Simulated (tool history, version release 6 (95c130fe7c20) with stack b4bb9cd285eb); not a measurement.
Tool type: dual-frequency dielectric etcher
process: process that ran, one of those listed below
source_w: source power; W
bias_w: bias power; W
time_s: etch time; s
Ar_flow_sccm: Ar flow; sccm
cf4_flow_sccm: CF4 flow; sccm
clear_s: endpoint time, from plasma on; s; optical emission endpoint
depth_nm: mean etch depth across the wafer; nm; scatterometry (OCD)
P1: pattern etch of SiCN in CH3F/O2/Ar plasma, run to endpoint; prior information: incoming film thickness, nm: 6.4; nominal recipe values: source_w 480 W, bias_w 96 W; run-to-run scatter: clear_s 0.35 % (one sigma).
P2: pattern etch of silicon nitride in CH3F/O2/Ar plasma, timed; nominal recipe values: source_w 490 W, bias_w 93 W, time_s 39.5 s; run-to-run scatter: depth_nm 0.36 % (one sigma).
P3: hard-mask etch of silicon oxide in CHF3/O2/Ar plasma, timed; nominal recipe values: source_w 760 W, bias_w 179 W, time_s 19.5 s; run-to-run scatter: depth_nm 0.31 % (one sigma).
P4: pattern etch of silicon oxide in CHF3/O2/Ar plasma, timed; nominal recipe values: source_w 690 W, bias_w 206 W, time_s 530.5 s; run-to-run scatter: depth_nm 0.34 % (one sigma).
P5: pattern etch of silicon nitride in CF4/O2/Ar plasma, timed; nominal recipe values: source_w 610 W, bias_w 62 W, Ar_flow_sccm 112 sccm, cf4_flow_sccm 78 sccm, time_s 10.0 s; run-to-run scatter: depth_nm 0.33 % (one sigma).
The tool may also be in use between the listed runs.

run 1 hour=7.2 | process=P1 source_w=480 bias_w=96 | clear_s=14.896
run 2 hour=13.9 | process=P1 source_w=650 bias_w=96 | clear_s=13.288
run 3 hour=26.4 | process=P4 source_w=550 bias_w=206 time_s=530.5 | depth_nm=1051.000
run 4 hour=40.4 | process=P2 source_w=490 bias_w=123 time_s=39.5 | depth_nm=36.691
-- hour=44.2 wet clean of the chamber
run 5 hour=54.5 | process=P1 source_w=480 bias_w=96 | clear_s=14.895
run 6 hour=63.8 | process=P1 source_w=480 bias_w=96 | clear_s=14.780
run 7 hour=76.2 | process=P5 source_w=610 bias_w=62 time_s=7.0 Ar_flow_sccm=112 cf4_flow_sccm=78 | depth_nm=16.928
run 8 hour=83.6 | process=P2 source_w=670 bias_w=93 time_s=39.5 | depth_nm=37.260
run 9 hour=95.3 | process=P1 source_w=480 bias_w=119 | clear_s=13.716
run 10 hour=110.2 | process=P5 source_w=610 bias_w=62 time_s=10.0 Ar_flow_sccm=112 cf4_flow_sccm=78 | depth_nm=24.089
run 11 hour=123.3 | process=P1 source_w=330 bias_w=65 | clear_s=19.639
run 12 hour=130.1 | process=P2 source_w=490 bias_w=93 time_s=39.5 | depth_nm=33.193
run 13 hour=140.6 | process=P5 source_w=610 bias_w=62 time_s=10.0 Ar_flow_sccm=156 cf4_flow_sccm=78 | depth_nm=22.977
run 14 hour=148.7 | process=P1 source_w=480 bias_w=96 | clear_s=14.914
run 15 hour=162.6 | process=P5 source_w=730 bias_w=62 time_s=10.0 Ar_flow_sccm=112 cf4_flow_sccm=78 | depth_nm=28.207
run 16 hour=175.1 | process=P1 source_w=480 bias_w=60 | clear_s=17.571
run 17 hour=187.7 | process=P1 source_w=300 bias_w=96 | clear_s=17.692
run 18 hour=199.4 | process=P3 source_w=760 bias_w=179 time_s=19.5 | depth_nm=41.634
run 19 hour=206.3 | process=P1 source_w=330 bias_w=70 | clear_s=19.103
run 20 hour=215.4 | process=P4 source_w=690 bias_w=148 time_s=530.5 | depth_nm=1029.400
run 21 hour=224.5 | process=P4 source_w=690 bias_w=206 time_s=698.0 | depth_nm=1497.700
run 22 hour=237.0 | process=P3 source_w=760 bias_w=213 time_s=19.5 | depth_nm=43.793
run 23 hour=245.9 | process=P4 source_w=690 bias_w=206 time_s=530.5 | depth_nm=1145.800
run 24 hour=256.6 | process=P1 source_w=480 bias_w=96 | clear_s=14.873
run 25 hour=266.4 | process=P1 source_w=480 bias_w=96 | clear_s=14.865
run 26 hour=279.7 | process=P3 source_w=980 bias_w=179 time_s=19.5 | depth_nm=45.870
run 27 hour=288.9 | process=P3 source_w=760 bias_w=179 time_s=26.5 | depth_nm=56.575
run 28 hour=301.6 | process=P2 source_w=490 bias_w=93 time_s=39.5 | depth_nm=33.263
run 29 hour=308.2 | process=P5 source_w=610 bias_w=74 time_s=10.0 Ar_flow_sccm=112 cf4_flow_sccm=78 | depth_nm=25.876
run 30 hour=315.2 | process=P1 source_w=370 bias_w=71 | clear_s=18.311
run 31 hour=324.0 | process=P5 source_w=610 bias_w=62 time_s=10.0 Ar_flow_sccm=112 cf4_flow_sccm=102 | depth_nm=24.850
run 32 hour=335.5 | process=P2 source_w=490 bias_w=93 time_s=50.5 | depth_nm=42.272
run 33 hour=348.8 | process=P1 source_w=480 bias_w=96 | clear_s=14.943
run 34 hour=362.7 | process=P1 source_w=480 bias_w=96 | clear_s=14.990
run 35 hour=369.5 | process=P1 source_w=480 bias_w=96 | clear_s=15.062
-- hour=382.5 wet clean of the chamber
run 36 hour=382.6 | process=P1 source_w=480 bias_w=96 | clear_s=15.086
run 37 hour=389.5 | process=P1 source_w=480 bias_w=96 | clear_s=15.095
run 38 hour=396.5 | process=P1 source_w=480 bias_w=96 | clear_s=15.106
run 39 hour=406.9 | process=P1 source_w=480 bias_w=96 | clear_s=15.113

P1 has crept away from where it was. The log is fitted equally well by each of these 2 causes, at the sizes shown:
A: bias power that arrives under what is set, % = 4.68
B: source power that arrives under what is set, % = 4.65
Onset of the creep was near hour 348.8.
Excluded causes, each with its reason:
chamber walls in a state that lowers the etch rate, %: serviced after onset, at hour 382.5, with no recovery of the prior output

Which of the check runs below tells the causes apart, meaning the causes would give it clearly different results? Each run uses 2 wafers whose results are averaged, and each result is shown as a question mark.
run check 1 hour=417.3 | process=P5 source_w=610 bias_w=62 time_s=10.0 Ar_flow_sccm=112 cf4_flow_sccm=78 | depth_nm=?
run check 2 hour=417.3 | process=P3 source_w=760 bias_w=179 time_s=19.5 | depth_nm=?
run check 3 hour=417.3 | process=P2 source_w=490 bias_w=93 time_s=39.5 | depth_nm=?
run check 4 hour=417.3 | process=P4 source_w=690 bias_w=206 time_s=530.5 | depth_nm=?

What every check run would give for each of its results, assuming each possible cause in turn:
check=check_1 result=depth_nm if_A=23.640 if_B=23.130
check=check_2 result=depth_nm if_A=40.942 if_B=40.838
check=check_3 result=depth_nm if_A=32.482 if_B=32.455
check=check_4 result=depth_nm if_A=1127.000 if_B=1125.000
How far apart the two closest causes lie, in the result that separates them most: check 1 2.18 %; check 2 0.26 %; check 3 0.08 %; check 4 0.18 %
The causes can be told apart only by check 1. The other checks would give nearly the same results under each of them.

After running check 1, the following was obtained: depth_nm 23.095 nm. Which cause does this point to?

Of the candidate causes, it is B: source power that arrives under what is set, %.
